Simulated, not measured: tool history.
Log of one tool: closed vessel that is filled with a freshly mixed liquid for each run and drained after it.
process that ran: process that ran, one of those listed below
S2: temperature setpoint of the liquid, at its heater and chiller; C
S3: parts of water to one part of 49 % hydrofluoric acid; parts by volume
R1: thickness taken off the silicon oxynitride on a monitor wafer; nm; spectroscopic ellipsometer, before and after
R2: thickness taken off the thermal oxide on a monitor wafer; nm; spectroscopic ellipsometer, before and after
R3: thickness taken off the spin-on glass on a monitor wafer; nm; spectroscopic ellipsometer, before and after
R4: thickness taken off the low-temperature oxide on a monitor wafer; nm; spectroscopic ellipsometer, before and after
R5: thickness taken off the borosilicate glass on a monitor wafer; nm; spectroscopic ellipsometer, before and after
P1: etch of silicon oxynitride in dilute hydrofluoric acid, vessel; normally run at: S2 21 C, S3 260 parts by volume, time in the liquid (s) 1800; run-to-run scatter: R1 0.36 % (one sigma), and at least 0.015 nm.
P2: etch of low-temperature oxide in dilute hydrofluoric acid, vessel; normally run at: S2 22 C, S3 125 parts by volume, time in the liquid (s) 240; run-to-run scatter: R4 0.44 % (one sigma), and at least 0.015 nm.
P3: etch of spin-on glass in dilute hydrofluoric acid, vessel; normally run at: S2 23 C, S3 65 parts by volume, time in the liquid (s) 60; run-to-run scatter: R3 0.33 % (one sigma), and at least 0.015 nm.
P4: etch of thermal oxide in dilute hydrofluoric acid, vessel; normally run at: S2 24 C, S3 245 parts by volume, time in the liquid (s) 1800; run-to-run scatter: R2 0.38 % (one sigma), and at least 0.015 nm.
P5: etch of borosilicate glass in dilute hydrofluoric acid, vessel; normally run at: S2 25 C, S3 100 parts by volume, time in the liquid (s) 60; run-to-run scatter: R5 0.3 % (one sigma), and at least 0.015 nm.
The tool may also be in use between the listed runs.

Run 1, hour 4.9: process that ran P1, S2 21 C, S3 260 parts by volume, time in the liquid (s) 1800. Result: R1 11.959 nm.
Run 2, hour 8.8: process that ran P1, S2 21 C, S3 470 parts by volume, time in the liquid (s) 1800. Result: R1 5.7975 nm.
Run 3, hour 13.7: process that ran P1, S2 21 C, S3 260 parts by volume, time in the liquid (s) 3550. Result: R1 23.492 nm.
Run 4, hour 17: process that ran P4, S2 29.5 C, S3 245 parts by volume, time in the liquid (s) 1800. Result: R2 36.162 nm.
Run 5, hour 21.7: process that ran P1, S2 25 C, S3 260 parts by volume, time in the liquid (s) 1800. Result: R1 14.254 nm.
Run 6, hour 26.8: process that ran P3, S2 23 C, S3 110 parts by volume, time in the liquid (s) 60. Result: R3 28.539 nm.
Run 7, hour 29.1: process that ran P1, S2 21 C, S3 260 parts by volume, time in the liquid (s) 1800. Result: R1 11.976 nm.
Run 8, hour 33: process that ran P3, S2 18.5 C, S3 65 parts by volume, time in the liquid (s) 60. Result: R3 42.117 nm.
Run 9, hour 36.8: process that ran P2, S2 22 C, S3 125 parts by volume, time in the liquid (s) 240. Result: R4 17.818 nm.
Run 10, hour 40.6: process that ran P5, S2 25 C, S3 100 parts by volume, time in the liquid (s) 60. Result: R5 31.546 nm.
Run 11, hour 44.6: process that ran P5, S2 25 C, S3 45 parts by volume, time in the liquid (s) 60. Result: R5 75.276 nm.
Run 12, hour 47.7: process that ran P5, S2 25 C, S3 100 parts by volume, time in the liquid (s) 30. Result: R5 15.809 nm.
Run 13, hour 52.1: process that ran P2, S2 22 C, S3 125 parts by volume, time in the liquid (s) 240. Result: R4 17.786 nm.
Run 14, hour 56.8: process that ran P3, S2 23 C, S3 65 parts by volume, time in the liquid (s) 115. Result: R3 97.298 nm.
Run 15, hour 59.9: process that ran P1, S2 21 C, S3 80 parts by volume, time in the liquid (s) 365. Result: R1 8.943 nm.
Run 16, hour 62.2: process that ran P4, S2 24 C, S3 245 parts by volume, time in the liquid (s) 1800. Result: R2 30.029 nm.
Run 17, hour 66: process that ran P2, S2 22 C, S3 35 parts by volume, time in the liquid (s) 240. Result: R4 71.637 nm.
Run 18, hour 68.8: process that ran P1, S2 21 C, S3 260 parts by volume, time in the liquid (s) 1800. Result: R1 11.939 nm.
Run 19, hour 73.1: process that ran P5, S2 32.5 C, S3 100 parts by volume, time in the liquid (s) 60. Result: R5 41.916 nm.
Run 20, hour 78: process that ran P3, S2 23 C, S3 65 parts by volume, time in the liquid (s) 60. Result: R3 51.176 nm.
Run 21, hour 80.4: process that ran P1, S2 21 C, S3 260 parts by volume, time in the liquid (s) 30. Result: R1 0.21105 nm.
Run 22, hour 85.2: process that ran P1, S2 17 C, S3 260 parts by volume, time in the liquid (s) 3315. Result: R1 18.414 nm.
Run 23, hour 89.9: process that ran P4, S2 24 C, S3 445 parts by volume, time in the liquid (s) 1800. Result: R2 13.684 nm.
Run 24, hour 93.7: process that ran P4, S2 24 C, S3 245 parts by volume, time in the liquid (s) 2750. Result: R2 45.953 nm.
Run 25, hour 97.6: process that ran P1, S2 21 C, S3 260 parts by volume, time in the liquid (s) 1800. Result: R1 11.924 nm.
Run 26, hour 100.4: process that ran P1, S2 21 C, S3 95 parts by volume, time in the liquid (s) 1800. Result: R1 36.727 nm.
Run 27, hour 105.3: process that ran P4, S2 24 C, S3 245 parts by volume, time in the liquid (s) 1800. Result: R2 30.079 nm.
Run 28, hour 108.1: process that ran P2, S2 22 C, S3 125 parts by volume, time in the liquid (s) 45. Result: R4 3.3773 nm.
Run 29, hour 112.6: process that ran P3, S2 23 C, S3 65 parts by volume, time in the liquid (s) 60. Result: R3 50.884 nm.
Run 30, hour 114.9: process that ran P1, S2 21 C, S3 390 parts by volume, time in the liquid (s) 925. Result: R1 3.7767 nm.
Run 31, hour 119.3: process that ran P1, S2 17 C, S3 260 parts by volume, time in the liquid (s) 1800. Result: R1 9.9651 nm.
Run 32, hour 122.6: process that ran P2, S2 17 C, S3 125 parts by volume, time in the liquid (s) 240. Result: R4 14.546 nm.
Run 33, hour 126.4: process that ran P1, S2 21 C, S3 260 parts by volume, time in the liquid (s) 1800. Result: R1 11.956 nm.
Run 34, hour 129.6: process that ran P1, S2 21 C, S3 260 parts by volume, time in the liquid (s) 1800. Result: R1 11.442 nm.
Run 35, hour 132.4: process that ran P1, S2 21 C, S3 260 parts by volume, time in the liquid (s) 1800. Result: R1 11.18 nm.
Run 36, hour 137.6: process that ran P1, S2 21 C, S3 260 parts by volume, time in the liquid (s) 1800. Result: R1 10.938 nm.
Run 37, hour 140.9: process that ran P1, S2 21 C, S3 260 parts by volume, time in the liquid (s) 1800. Result: R1 10.814 nm.
Run 38, hour 143.3: process that ran P1, S2 21 C, S3 260 parts by volume, time in the liquid (s) 1800. Result: R1 10.816 nm.
Run 39, hour 147.2: process that ran P1, S2 21 C, S3 260 parts by volume, time in the liquid (s) 1800. Result: R1 10.798 nm.

What P1 gives has crept away from where it was. These 2 causes fit the log equally well, each at the size given:
A: hydrofluoric acid flow below the setpoint (%) = 8.12
B: liquid colder than its thermometer reads (K) = 2.2
The creep began at about hour 126.4.

4 check runs are offered, one wafer each, their results left as question marks. Which one tells the causes apart?
Run check 1, hour 151.1: process that ran P5, S2 25 C, S3 45 parts by volume, time in the liquid (s) 60. Result: R5 ?.
Run check 2, hour 151.1: process that ran P3, S2 23 C, S3 85 parts by volume, time in the liquid (s) 85. Result: R3 ?.
Run check 3, hour 151.1: process that ran P2, S2 17 C, S3 50 parts by volume, time in the liquid (s) 240. Result: R4 ?.
Run check 4, hour 151.1: process that ran P4, S2 24 C, S3 330 parts by volume, time in the liquid (s) 2715. Result: R2 ?.

What each check would give under each cause:
  check  result    if A    if B
check 1      R5  68.861  68.807
check 2      R3  49.011  49.211
check 3      R4  36.052  35.805
check 4      R2  27.671  28.679
How far apart the two closest causes lie, in the result that separates them most: check 1 0.08 %; check 2 0.41 %; check 3 0.69 %; check 4 3.58 %
Only check 4 tells the causes apart: in the others they would give nearly the same result.

Then check 4 was run and gave: R2 28.59 nm. Which cause is it?

It is B: liquid colder than its thermometer reads (K).
